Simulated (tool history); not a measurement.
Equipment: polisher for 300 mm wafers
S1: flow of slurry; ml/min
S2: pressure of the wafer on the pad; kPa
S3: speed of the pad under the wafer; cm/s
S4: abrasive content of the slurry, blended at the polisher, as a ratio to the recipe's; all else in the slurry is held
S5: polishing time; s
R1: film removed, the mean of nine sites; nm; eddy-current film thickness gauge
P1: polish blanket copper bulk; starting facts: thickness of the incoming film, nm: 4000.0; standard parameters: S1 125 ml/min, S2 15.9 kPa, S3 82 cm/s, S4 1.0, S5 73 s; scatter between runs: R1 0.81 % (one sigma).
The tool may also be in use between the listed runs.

run 1 hour=12.6 | S1=125 S2=15.9 S3=82 S4=1.0 S5=73 | R1=460.72
run 2 hour=30.0 | S1=125 S2=15.9 S3=82 S4=0.5 S5=73 | R1=402.67
run 3 hour=42.4 | S1=165 S2=15.9 S3=56 S4=1.0 S5=73 | R1=334.15
run 4 hour=52.5 | S1=125 S2=15.9 S3=82 S4=1.0 S5=73 | R1=461.75
run 5 hour=66.7 | S1=180 S2=15.9 S3=82 S4=1.0 S5=104 | R1=707.59
-- hour=69.5 slurry blender recalibrated
run 6 hour=80.6 | S1=125 S2=15.9 S3=82 S4=1.5 S5=73 | R1=513.74
-- hour=82.5 worn pad replaced by a new one
run 7 hour=92.8 | S1=125 S2=15.9 S3=82 S4=1.0 S5=51 | R1=324.19
run 8 hour=106.2 | S1=125 S2=23.4 S3=82 S4=1.0 S5=73 | R1=690.64
run 9 hour=119.0 | S1=125 S2=15.9 S3=40 S4=1.0 S5=73 | R1=225.24
run 10 hour=130.6 | S1=125 S2=15.9 S3=118 S4=1.0 S5=73 | R1=666.66
run 11 hour=144.5 | S1=125 S2=15.9 S3=82 S4=1.0 S5=97 | R1=614.22
-- hour=159.9 head pressure recalibrated
run 12 hour=161.7 | S1=125 S2=6.9 S3=82 S4=1.0 S5=73 | R1=201.51
run 13 hour=179.4 | S1=125 S2=15.9 S3=82 S4=1.0 S5=73 | R1=460.37
run 14 hour=193.3 | S1=125 S2=15.9 S3=82 S4=1.0 S5=73 | R1=466.27
run 15 hour=204.7 | S1=75 S2=15.9 S3=82 S4=1.0 S5=73 | R1=409.08
run 16 hour=219.2 | S1=195 S2=15.9 S3=82 S4=1.0 S5=73 | R1=502.97
run 17 hour=228.0 | S1=125 S2=15.9 S3=82 S4=1.0 S5=73 | R1=465.41
run 18 hour=238.5 | S1=125 S2=15.9 S3=82 S4=1.0 S5=73 | R1=452.70
run 19 hour=255.8 | S1=125 S2=15.9 S3=82 S4=1.0 S5=73 | R1=446.53
run 20 hour=272.7 | S1=125 S2=15.9 S3=82 S4=1.0 S5=73 | R1=439.24
-- hour=276.2 worn pad replaced by a new one
run 21 hour=289.4 | S1=125 S2=15.9 S3=82 S4=1.0 S5=73 | R1=436.30
run 22 hour=300.2 | S1=125 S2=15.9 S3=82 S4=1.0 S5=73 | R1=434.11
-- hour=305.1 slurry blender recalibrated
run 23 hour=312.4 | S1=125 S2=15.9 S3=82 S4=1.0 S5=73 | R1=435.00
run 24 hour=325.5 | S1=125 S2=15.9 S3=82 S4=1.0 S5=73 | R1=432.79
run 25 hour=336.9 | S1=125 S2=15.9 S3=82 S4=1.0 S5=73 | R1=428.69

What P1 gives has crept away from where it was. These 2 causes fit the log equally well, each at the size given:
A: head's pressure below its setpoint, % = 6.84
B: slurry flow missing at the pad, % = 25.9
The drift started at roughly hour 228.0.
What rules out each remaining cause:
removal rate lost through wear of the pad, %: work on it at hour 276.2, done after the drift set in, did not restore what the process gave before
abrasive missing from the slurry, %: work on it at hour 305.1, done after the drift set in, did not restore what the process gave before

4 check runs are offered, each on 3 wafers whose results are averaged, their results left as question marks. Which one tells the causes apart?
run check 1 hour=348.3 | S1=125 S2=7.6 S3=82 S4=0.55 S5=73 | R1=?
run check 2 hour=348.3 | S1=125 S2=19.3 S3=42 S4=1.00 S5=73 | R1=?
run check 3 hour=348.3 | S1=125 S2=15.9 S3=82 S4=1.40 S5=94 | R1=?
run check 4 hour=348.3 | S1=75 S2=15.9 S3=82 S4=1.00 S5=88 | R1=?

What each check would give under each cause:
check=check_1 result=R1 if_A=183.00 if_B=183.00
check=check_2 result=R1 if_A=269.94 if_B=269.94
check=check_3 result=R1 if_A=599.98 if_B=599.99
check=check_4 result=R1 if_A=456.82 if_B=439.44
Gap, in per cent, between the two causes that each check separates least, read from the result that separates them most: check 1 0 %; check 2 0 %; check 3 0 %; check 4 3.88 %
Check 4 distinguishes between the causes, while the remaining checks would return nearly the same result for all of them.

Check 4 was then run and gave: R1 435.62 nm. Which cause is it?

It was cause B: slurry flow missing at the pad, %.

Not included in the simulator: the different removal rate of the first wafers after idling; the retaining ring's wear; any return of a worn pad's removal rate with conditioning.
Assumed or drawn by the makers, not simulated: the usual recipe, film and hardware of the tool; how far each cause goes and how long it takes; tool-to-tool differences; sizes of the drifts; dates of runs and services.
